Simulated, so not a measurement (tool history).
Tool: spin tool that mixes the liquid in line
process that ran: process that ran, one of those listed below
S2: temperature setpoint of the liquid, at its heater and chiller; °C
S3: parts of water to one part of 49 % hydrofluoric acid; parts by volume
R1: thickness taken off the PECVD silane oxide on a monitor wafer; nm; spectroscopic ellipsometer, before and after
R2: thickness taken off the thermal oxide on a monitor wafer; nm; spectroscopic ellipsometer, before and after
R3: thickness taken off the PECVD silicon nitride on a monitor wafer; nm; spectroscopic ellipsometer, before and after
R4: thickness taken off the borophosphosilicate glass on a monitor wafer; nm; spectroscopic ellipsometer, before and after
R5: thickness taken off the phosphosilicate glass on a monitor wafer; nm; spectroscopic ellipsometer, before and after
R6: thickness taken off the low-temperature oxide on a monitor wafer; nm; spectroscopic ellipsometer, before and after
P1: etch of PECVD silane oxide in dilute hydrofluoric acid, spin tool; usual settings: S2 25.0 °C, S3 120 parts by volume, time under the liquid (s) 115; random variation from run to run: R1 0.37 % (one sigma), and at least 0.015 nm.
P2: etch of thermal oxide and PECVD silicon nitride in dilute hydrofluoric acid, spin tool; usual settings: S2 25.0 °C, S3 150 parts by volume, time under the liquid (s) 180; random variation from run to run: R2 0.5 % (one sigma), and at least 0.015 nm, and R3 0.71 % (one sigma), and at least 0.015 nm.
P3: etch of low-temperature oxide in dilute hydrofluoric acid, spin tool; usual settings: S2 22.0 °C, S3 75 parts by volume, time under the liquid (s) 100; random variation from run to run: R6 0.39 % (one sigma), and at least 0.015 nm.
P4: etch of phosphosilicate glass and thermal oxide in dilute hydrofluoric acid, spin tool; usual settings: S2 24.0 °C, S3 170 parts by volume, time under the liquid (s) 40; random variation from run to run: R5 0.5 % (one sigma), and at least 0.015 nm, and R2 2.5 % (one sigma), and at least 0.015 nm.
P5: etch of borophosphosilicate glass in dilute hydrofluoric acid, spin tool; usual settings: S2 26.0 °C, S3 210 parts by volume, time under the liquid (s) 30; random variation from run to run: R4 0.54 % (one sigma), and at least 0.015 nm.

{"run": 1, "day": 0.15, "process that ran": "P1", "S2": 25.0, "S3": 120, "time under the liquid (s)": 115, "R1": 16.099}
{"run": 2, "day": 0.317, "process that ran": "P2", "S2": 25.0, "S3": 35, "time under the liquid (s)": 180, "R2": 27.0, "R3": 12.655}
{"run": 3, "day": 0.421, "process that ran": "P5", "S2": 18.0, "S3": 210, "time under the liquid (s)": 30, "R4": 5.818}
{"run": 4, "day": 0.588, "process that ran": "P1", "S2": 25.0, "S3": 120, "time under the liquid (s)": 225, "R1": 31.424}
{"run": 5, "day": 0.75, "process that ran": "P2", "S2": 17.5, "S3": 150, "time under the liquid (s)": 180, "R2": 4.0806, "R3": 1.815}
{"run": 6, "day": 0.95, "process that ran": "P4", "S2": 24.0, "S3": 170, "time under the liquid (s)": 40, "R2": 1.0444, "R5": 43.15}
{"run": 7, "day": 1.129, "process that ran": "P3", "S2": 22.0, "S3": 75, "time under the liquid (s)": 100, "R6": 34.207}
{"run": 8, "day": 1.288, "process that ran": "P2", "S2": 25.0, "S3": 150, "time under the liquid (s)": 180, "R2": 5.4428, "R3": 3.0039}
{"run": 9, "day": 1.417, "process that ran": "P1", "S2": 25.0, "S3": 120, "time under the liquid (s)": 115, "R1": 16.118}
{"run": 10, "day": 1.621, "process that ran": "P5", "S2": 26.0, "S3": 210, "time under the liquid (s)": 30, "R4": 7.8071}
{"run": 11, "day": 1.796, "process that ran": "P5", "S2": 26.0, "S3": 370, "time under the liquid (s)": 30, "R4": 3.8105}
{"run": 12, "day": 1.992, "process that ran": "P5", "S2": 26.0, "S3": 210, "time under the liquid (s)": 15, "R4": 3.9253}
{"run": 13, "day": 2.092, "process that ran": "P1", "S2": 18.0, "S3": 195, "time under the liquid (s)": 115, "R1": 6.9659}
{"run": 14, "day": 2.192, "process that ran": "P1", "S2": 25.0, "S3": 120, "time under the liquid (s)": 35, "R1": 4.8561}
{"run": 15, "day": 2.375, "process that ran": "P1", "S2": 25.0, "S3": 70, "time under the liquid (s)": 115, "R1": 29.376}
{"run": 16, "day": 2.5, "process that ran": "P1", "S2": 29.5, "S3": 120, "time under the liquid (s)": 115, "R1": 18.962}
{"run": 17, "day": 2.712, "process that ran": "P1", "S2": 25.0, "S3": 170, "time under the liquid (s)": 115, "R1": 10.72}
{"run": 18, "day": 2.888, "process that ran": "P3", "S2": 22.0, "S3": 125, "time under the liquid (s)": 100, "R6": 19.332}
{"run": 19, "day": 3.083, "process that ran": "P4", "S2": 24.0, "S3": 80, "time under the liquid (s)": 40, "R2": 2.4488, "R5": 101.46}
{"run": 20, "day": 3.275, "process that ran": "P1", "S2": 33.0, "S3": 180, "time under the liquid (s)": 115, "R1": 13.262}
{"run": 21, "day": 3.433, "process that ran": "P4", "S2": 17.0, "S3": 170, "time under the liquid (s)": 40, "R2": 0.81123, "R5": 32.402}
{"run": 22, "day": 3.583, "process that ran": "P3", "S2": 22.0, "S3": 75, "time under the liquid (s)": 100, "R6": 34.291}
{"run": 23, "day": 3.721, "process that ran": "P3", "S2": 28.0, "S3": 75, "time under the liquid (s)": 100, "R6": 43.416}
{"run": 24, "day": 3.925, "process that ran": "P1", "S2": 25.0, "S3": 205, "time under the liquid (s)": 50, "R1": 3.7169}
{"run": 25, "day": 4.133, "process that ran": "P1", "S2": 25.0, "S3": 120, "time under the liquid (s)": 115, "R1": 16.028}
{"run": 26, "day": 4.321, "process that ran": "P1", "S2": 25.0, "S3": 120, "time under the liquid (s)": 115, "R1": 15.963}
{"run": 27, "day": 4.521, "process that ran": "P4", "S2": 24.0, "S3": 170, "time under the liquid (s)": 75, "R2": 2.0354, "R5": 80.263}
{"run": 28, "day": 4.633, "process that ran": "P2", "S2": 25.0, "S3": 150, "time under the liquid (s)": 55, "R2": 1.663, "R3": 0.92889}
{"run": 29, "day": 4.729, "process that ran": "P1", "S2": 21.0, "S3": 120, "time under the liquid (s)": 115, "R1": 13.742}
{"run": 30, "day": 4.825, "process that ran": "P3", "S2": 22.0, "S3": 75, "time under the liquid (s)": 15, "R6": 5.1275}
{"run": 31, "day": 5.008, "process that ran": "P1", "S2": 25.0, "S3": 120, "time under the liquid (s)": 115, "R1": 16.145}
{"run": 32, "day": 5.158, "process that ran": "P1", "S2": 25.0, "S3": 120, "time under the liquid (s)": 115, "R1": 15.619}
{"run": 33, "day": 5.262, "process that ran": "P1", "S2": 25.0, "S3": 120, "time under the liquid (s)": 115, "R1": 15.358}
{"run": 34, "day": 5.383, "process that ran": "P1", "S2": 25.0, "S3": 120, "time under the liquid (s)": 115, "R1": 15.176}
{"run": 35, "day": 5.504, "process that ran": "P1", "S2": 25.0, "S3": 120, "time under the liquid (s)": 115, "R1": 15.044}
{"run": 36, "day": 5.696, "process that ran": "P1", "S2": 25.0, "S3": 120, "time under the liquid (s)": 115, "R1": 14.942}
{"run": 37, "day": 5.792, "process that ran": "P1", "S2": 25.0, "S3": 120, "time under the liquid (s)": 115, "R1": 14.96}
{"run": 38, "day": 5.967, "process that ran": "P1", "S2": 25.0, "S3": 120, "time under the liquid (s)": 115, "R1": 14.843}
{"run": 39, "day": 6.158, "process that ran": "P1", "S2": 25.0, "S3": 120, "time under the liquid (s)": 115, "R1": 14.798}
{"run": 40, "day": 6.342, "process that ran": "P1", "S2": 25.0, "S3": 120, "time under the liquid (s)": 115, "R1": 14.68}
{"run": 41, "day": 6.438, "process that ran": "P1", "S2": 25.0, "S3": 120, "time under the liquid (s)": 115, "R1": 14.69}
{"run": 42, "day": 6.621, "process that ran": "P1", "S2": 25.0, "S3": 120, "time under the liquid (s)": 115, "R1": 14.651}

What P1 gives has crept away from where it was. These 2 causes fit the log equally well, each at the size given:
A: liquid colder than its thermometer reads (K) = 2.15
B: hydrofluoric acid flow below the setpoint (%) = 7.04
The creep began at about day 5.008.

4 check runs are offered, each on 2 wafers whose results are averaged, their results left as question marks. Which one tells the causes apart?
{"run": "check 1", "day": 6.804, "process that ran": "P4", "S2": 24.0, "S3": 95, "time under the liquid (s)": 40, "R2": "?", "R5": "?"}
{"run": "check 2", "day": 6.804, "process that ran": "P3", "S2": 27.0, "S3": 115, "time under the liquid (s)": 100, "R6": "?"}
{"run": "check 3", "day": 6.804, "process that ran": "P5", "S2": 21.0, "S3": 210, "time under the liquid (s)": 15, "R4": "?"}
{"run": "check 4", "day": 6.804, "process that ran": "P2", "S2": 25.0, "S3": 95, "time under the liquid (s)": 70, "R2": "?", "R3": "?"}

What each check would give under each cause:
check=check_1 result=R2 if_A=1.91860 if_B=1.92730
check=check_1 result=R5 if_A=76.929 if_B=77.277
check=check_2 result=R6 if_A=23.8360 if_B=23.8020
check=check_3 result=R4 if_A=3.0033 if_B=2.9852
check=check_4 result=R2 if_A=3.27360 if_B=3.28510
check=check_4 result=R3 if_A=1.59440 if_B=1.70980
How far apart the two closest causes lie, in the result that separates them most: check 1 0.45 %; check 2 0.14 %; check 3 0.6 %; check 4 6.99 %
Only check 4 tells the causes apart: in the others they would give nearly the same result.

Check 4 was then run and gave: R2 3.27780 nm; R3 1.69870 nm. Which cause is it?

It is B: hydrofluoric acid flow below the setpoint (%).
